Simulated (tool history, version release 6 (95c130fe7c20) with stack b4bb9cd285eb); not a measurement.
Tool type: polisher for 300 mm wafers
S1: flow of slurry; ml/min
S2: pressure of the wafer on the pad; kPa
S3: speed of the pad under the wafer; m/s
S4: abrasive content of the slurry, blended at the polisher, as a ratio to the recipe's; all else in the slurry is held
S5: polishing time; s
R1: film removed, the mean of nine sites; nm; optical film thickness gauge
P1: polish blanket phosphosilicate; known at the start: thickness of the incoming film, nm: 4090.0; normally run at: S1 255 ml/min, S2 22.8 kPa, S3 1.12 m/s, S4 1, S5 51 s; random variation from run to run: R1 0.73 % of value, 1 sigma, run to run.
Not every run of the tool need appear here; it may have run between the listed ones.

{"run": 1, "hour": 3.2, "S1": 255, "S2": 22.8, "S3": 1.12, "S4": 1, "S5": 51, "R1": 451.56}
{"run": 2, "hour": 6.4, "S1": 255, "S2": 22.8, "S3": 1.12, "S4": 1, "S5": 51, "R1": 450.75}
{"run": 3, "hour": 9.2, "S1": 255, "S2": 22.8, "S3": 1.12, "S4": 1.5, "S5": 51, "R1": 531.74}
{"run": 4, "hour": 14.0, "S1": 255, "S2": 22.8, "S3": 1.12, "S4": 1, "S5": 51, "R1": 446.71}
{"run": 5, "hour": 18.7, "S1": 255, "S2": 22.8, "S3": 1.12, "S4": 1, "S5": 51, "R1": 456.11}
{"run": 6, "hour": 23.4, "S1": 255, "S2": 22.8, "S3": 0.52, "S4": 1, "S5": 51, "R1": 244.21}
{"run": 7, "hour": 27.6, "S1": 330, "S2": 22.8, "S3": 1.12, "S4": 1, "S5": 51, "R1": 457.17}
{"hour": 31.5, "done": "slurry nozzle cleaned"}
{"run": 8, "hour": 31.9, "S1": 255, "S2": 22.8, "S3": 1.12, "S4": 1, "S5": 51, "R1": 456.08}
{"run": 9, "hour": 34.4, "S1": 255, "S2": 22.8, "S3": 1.12, "S4": 1, "S5": 78, "R1": 686.69}
{"run": 10, "hour": 37.5, "S1": 255, "S2": 14.5, "S3": 0.74, "S4": 1, "S5": 51, "R1": 206.93}
{"run": 11, "hour": 40.1, "S1": 255, "S2": 22.8, "S3": 1.74, "S4": 1, "S5": 51, "R1": 644.96}
{"run": 12, "hour": 44.1, "S1": 255, "S2": 35.9, "S3": 1.12, "S4": 1, "S5": 51, "R1": 713.6}
{"run": 13, "hour": 48.8, "S1": 255, "S2": 22.8, "S3": 1.12, "S4": 0.75, "S5": 51, "R1": 391.74}
{"run": 14, "hour": 51.7, "S1": 255, "S2": 13.8, "S3": 1.12, "S4": 1, "S5": 51, "R1": 272.84}
{"run": 15, "hour": 55.0, "S1": 180, "S2": 22.8, "S3": 1.12, "S4": 1, "S5": 51, "R1": 426.23}
{"run": 16, "hour": 58.2, "S1": 255, "S2": 22.8, "S3": 1.12, "S4": 1, "S5": 38, "R1": 340.65}
{"run": 17, "hour": 60.4, "S1": 255, "S2": 22.8, "S3": 1.12, "S4": 1, "S5": 51, "R1": 452.75}
{"run": 18, "hour": 63.7, "S1": 255, "S2": 22.8, "S3": 1.12, "S4": 1, "S5": 51, "R1": 431.45}
{"run": 19, "hour": 68.2, "S1": 255, "S2": 22.8, "S3": 1.12, "S4": 1, "S5": 51, "R1": 411.83}
{"run": 20, "hour": 72.7, "S1": 255, "S2": 22.8, "S3": 1.12, "S4": 1, "S5": 51, "R1": 407.62}
{"run": 21, "hour": 75.6, "S1": 255, "S2": 22.8, "S3": 1.12, "S4": 1, "S5": 51, "R1": 401.69}
{"hour": 79.1, "done": "head pressure recalibrated"}
{"run": 22, "hour": 79.9, "S1": 255, "S2": 22.8, "S3": 1.12, "S4": 1, "S5": 51, "R1": 397.72}
{"hour": 82.2, "done": "conditioning disc replaced and pad reconditioned"}
{"run": 23, "hour": 82.6, "S1": 255, "S2": 22.8, "S3": 1.12, "S4": 1, "S5": 51, "R1": 396.36}
{"run": 24, "hour": 87.1, "S1": 255, "S2": 22.8, "S3": 1.12, "S4": 1, "S5": 51, "R1": 393.07}
{"run": 25, "hour": 89.8, "S1": 255, "S2": 22.8, "S3": 1.12, "S4": 1, "S5": 51, "R1": 394.34}

The output of P1 has drifted from where it used to be. Each of the 2 causes below, taken at the size shown beside it, accounts for the log equally well:
A: removal rate lost through wear of the pad, % = 13.4
B: abrasive missing from the slurry, % = 25.4
Creep in the process output first set in at about hour 60.4.
What rules out each remaining cause:
slurry flow missing at the pad, %: at most 40, which would move R1 by -6.7 %: too little, or the wrong way
head's pressure below its setpoint, %: maintenance at hour 79.1, after the shift began, did not return the process to its former output
time polished since the conditioner stopped cutting, s: maintenance at hour 82.2, after the shift began, did not return the process to its former output

The 4 check runs listed below each average the results of 5 wafers, and their outcomes are marked with question marks. Under which run would the listed causes produce clearly different results?
{"run": "check 1", "hour": 92.5, "S1": 255, "S2": 22.8, "S3": 1.6, "S4": 1, "S5": 78, "R1": "?"}
{"run": "check 2", "hour": 92.5, "S1": 205, "S2": 22.8, "S3": 1.12, "S4": 1.45, "S5": 51, "R1": "?"}
{"run": "check 3", "hour": 92.5, "S1": 255, "S2": 22.8, "S3": 0.54, "S4": 1, "S5": 51, "R1": "?"}
{"run": "check 4", "hour": 92.5, "S1": 325, "S2": 34.5, "S3": 1.12, "S4": 1, "S5": 51, "R1": "?"}

Outcome of each check run for each possible cause:
check=check_1 result=R1 if_A=799.65 if_B=799.63
check=check_2 result=R1 if_A=446.12 if_B=458.21
check=check_3 result=R1 if_A=219.28 if_B=219.27
check=check_4 result=R1 if_A=609.21 if_B=609.2
Distance between the nearest two causes, measured in the result of the check that separates them most: check 1 0 %; check 2 2.67 %; check 3 0 %; check 4 0 %
Check 2 distinguishes between the causes, while the remaining checks would return nearly the same result for all of them.

Check 2 was then run and gave: R1 443.42 nm. Which cause is it?

The correct cause is A, namely: removal rate lost through wear of the pad, %.
